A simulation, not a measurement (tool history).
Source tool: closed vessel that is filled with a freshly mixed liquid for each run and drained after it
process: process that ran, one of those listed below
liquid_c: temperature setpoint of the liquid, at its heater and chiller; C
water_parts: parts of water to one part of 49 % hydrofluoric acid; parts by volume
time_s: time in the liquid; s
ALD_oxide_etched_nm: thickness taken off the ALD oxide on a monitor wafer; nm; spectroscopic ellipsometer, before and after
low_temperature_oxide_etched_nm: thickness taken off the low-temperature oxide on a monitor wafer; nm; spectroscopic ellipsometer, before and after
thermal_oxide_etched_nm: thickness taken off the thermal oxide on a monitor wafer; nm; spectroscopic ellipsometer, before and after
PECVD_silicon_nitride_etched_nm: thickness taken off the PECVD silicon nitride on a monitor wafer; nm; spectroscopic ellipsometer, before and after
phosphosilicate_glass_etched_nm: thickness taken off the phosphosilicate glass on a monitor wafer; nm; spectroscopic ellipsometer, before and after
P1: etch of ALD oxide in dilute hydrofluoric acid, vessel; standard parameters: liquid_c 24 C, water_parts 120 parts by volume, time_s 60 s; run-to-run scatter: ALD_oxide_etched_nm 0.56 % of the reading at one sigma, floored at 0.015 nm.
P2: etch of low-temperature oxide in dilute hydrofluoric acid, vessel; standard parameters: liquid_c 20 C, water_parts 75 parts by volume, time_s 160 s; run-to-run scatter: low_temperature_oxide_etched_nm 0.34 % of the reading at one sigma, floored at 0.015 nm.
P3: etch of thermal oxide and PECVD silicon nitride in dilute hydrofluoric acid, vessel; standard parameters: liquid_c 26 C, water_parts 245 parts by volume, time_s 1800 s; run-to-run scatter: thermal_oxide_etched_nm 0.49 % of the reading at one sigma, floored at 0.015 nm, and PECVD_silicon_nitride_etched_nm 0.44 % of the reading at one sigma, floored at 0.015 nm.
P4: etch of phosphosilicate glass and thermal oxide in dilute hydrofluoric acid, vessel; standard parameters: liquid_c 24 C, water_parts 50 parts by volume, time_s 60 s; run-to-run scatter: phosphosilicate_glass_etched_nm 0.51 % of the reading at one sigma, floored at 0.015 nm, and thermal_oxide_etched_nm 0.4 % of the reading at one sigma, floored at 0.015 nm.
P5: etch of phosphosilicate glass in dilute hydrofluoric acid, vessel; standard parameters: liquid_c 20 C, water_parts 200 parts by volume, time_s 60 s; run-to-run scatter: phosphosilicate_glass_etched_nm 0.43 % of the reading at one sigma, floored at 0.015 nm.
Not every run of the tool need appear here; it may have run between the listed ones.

run	hour	process	liquid_c	water_parts	time_s	ALD_oxide_etched_nm	low_temperature_oxide_etched_nm	thermal_oxide_etched_nm	PECVD_silicon_nitride_etched_nm	phosphosilicate_glass_etched_nm
1	5.6	P1	24	120	60	14.6640				
2	9.8	P2	20	110	160		19.7190			
3	14.0	P2	20	75	45		8.5078			
4	20.6	P1	24	120	60	14.7300				
5	24.8	P1	29	120	60	17.6160				
6	28.8	P2	20	75	160		30.2970			
7	33.5	P3	26	350	1800			19.7880	10.081	
8	40.8	P1	19	200	60	6.6382				
9	48.6	P3	26	245	2690			47.4150	21.616	
10	55.1	P1	24	120	60	14.4710				
11	61.2	P4	24	30	60			9.6375		197.740
12	69.2	P3	26	245	1800			31.2420	14.402	
13	76.4	P3	33	245	1800			39.7770	21.734	
14	82.4	P1	24	35	60	55.8320				
15	87.4	P2	17	75	160		26.5890			
16	93.5	P1	24	200	60	7.9572				
17	98.7	P4	24	50	105			9.8809		200.160
18	104.0	P3	26	245	1800			31.7060	14.363	
19	111.2	P1	24	120	30	7.3983				
20	116.4	P5	24	200	60					40.013

Run 21 comes next. What will it give?
21	121.9	P1	24	120	90	?				

{"run 21": {"ALD_oxide_etched_nm": 22.123}}
